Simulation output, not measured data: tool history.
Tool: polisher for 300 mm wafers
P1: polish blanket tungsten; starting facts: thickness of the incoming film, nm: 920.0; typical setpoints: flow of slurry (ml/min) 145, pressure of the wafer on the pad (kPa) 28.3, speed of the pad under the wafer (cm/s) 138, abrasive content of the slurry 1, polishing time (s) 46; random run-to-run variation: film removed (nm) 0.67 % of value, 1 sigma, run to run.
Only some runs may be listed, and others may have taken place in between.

run,day,flow of slurry (ml/min),pressure of the wafer on the pad (kPa),speed of the pad under the wafer (cm/s),abrasive content of the slurry,polishing time (s),wafers polished on this pad,hours since the slurry nozzle was cleaned,hours since the head pressure was calibrated,hours since the slurry blender was calibrated,hours since the slurry got fresh peroxide,film removed (nm)
1,0.4,145,28.3,138,1,46,700,610.1,163.2,134.2,123.2,378
2,0.758,225,28.3,138,1,46,789,618.7,171.8,142.8,131.8,401.94
3,1.212,145,28.3,138,0.55,46,902,629.6,182.7,153.7,142.7,324.19
4,1.612,215,28.3,138,0.6,46,1002,639.2,192.3,163.3,152.3,358.05
5,2.038,145,28.3,138,1,46,1107,649.4,202.5,173.5,162.5,378.18
6,2.404,100,28.3,138,1,46,1198,658.2,211.3,182.3,171.3,345.95
7,2.871,145,28.3,138,1,72,1314,669.4,222.5,193.5,182.5,599.25
8,3.204,145,28.3,206,1,46,1397,677.4,230.5,201.5,190.5,561.33
9,3.421,145,28.3,138,1,22,1451,682.6,235.7,206.7,195.7,180.4
# day 3.521: slurry blender recalibrated
# day 3.625: slurry tank refilled with fresh slurry and peroxide
10,3.729,145,28.3,138,1,46,1528,690,243.1,5.1,2.5,377.76
11,4.075,145,42.1,138,1,46,1614,698.3,251.4,13.4,10.8,562
12,4.521,145,12.4,138,1,46,1725,709,262.1,24.1,21.5,165.92
13,4.975,220,16.5,138,1,46,1837,719.9,273,35,32.4,236.92
14,5.246,145,28.3,138,1,46,1905,726.4,279.5,41.5,38.9,378.17
15,5.696,145,20,138,1.4,46,2017,737.2,290.3,52.3,49.7,289.92
16,6.117,145,28.3,62,1,46,2121,747.3,300.4,62.4,59.8,171.43
17,6.529,145,28.3,138,1.5,46,2224,757.2,310.3,72.3,69.7,416.41
18,6.979,145,28.3,138,1,46,2336,768,321.1,83.1,80.5,375.21
19,7.412,145,28.3,138,1,46,2443,778.4,331.5,93.5,90.9,376.42
20,7.792,145,28.3,138,1,46,2538,787.5,340.6,102.6,100,357.71
21,8.092,145,28.3,138,1,46,2612,794.7,347.8,109.8,107.2,355.52
22,8.479,145,28.3,138,1,46,2708,804,357.1,119.1,116.5,346.6
# day 8.775: head pressure recalibrated
23,8.829,145,28.3,138,1,46,2795,812.4,1.3,127.5,124.9,344.32
# day 8.967: slurry blender recalibrated
# day 8.967: slurry tank refilled with fresh slurry and peroxide
24,9.096,145,28.3,138,1,46,2862,818.8,7.7,3.1,3.2,342.85
25,9.446,145,28.3,138,1,46,2949,827.2,16.1,11.5,11.6,340.47
26,9.838,145,28.3,138,1,46,3046,836.6,25.5,20.9,21,337.85

What P1 gives has crept off from where it sat before. The 2 causes that follow fit the log equally well, each at the size noted:
A: removal rate lost through wear of the pad, % = 10.3
B: slurry flow missing at the pad, % = 38.7
At approximately day 7.412, the process output began to creep.
Each remaining cause and why it is not a fit:
head's pressure below its setpoint, %: work on it at day 8.775, done after the drift set in, did not restore what the process gave before
abrasive missing from the slurry, %: work on it at day 8.967, done after the drift set in, did not restore what the process gave before
peroxide lost from the slurry, %: work on it at day 8.967, done after the drift set in, did not restore what the process gave before

Of the 4 check runs below, each run on 5 wafers with the results averaged and each result still a question mark, which one would tell the listed causes apart?
check 1,10.229,145,22.1,138,1,67,,,,,,?
check 2,10.229,145,40,190,1,46,,,,,,?
check 3,10.229,190,28.3,68,1,46,,,,,,?
check 4,10.229,145,28.3,138,0.6,46,,,,,,?

How each check would come out, cause by cause:
check,result,if A,if B
check 1,film removed (nm),385.32,385.17
check 2,film removed (nm),660.17,659.91
check 3,film removed (nm),174.25,178.36
check 4,film removed (nm),301.3,301.18
Per-check spread between the two closest causes, in the result where they differ most: check 1 0.04 %; check 2 0.04 %; check 3 2.33 %; check 4 0.04 %
Of the check runs offered, only check 3 discriminates between the causes; the rest would read about the same regardless of which cause applies.

Then check 3 was run and gave: film removed (nm) 178.02. Which cause is it?

The cause is B: slurry flow missing at the pad, %.
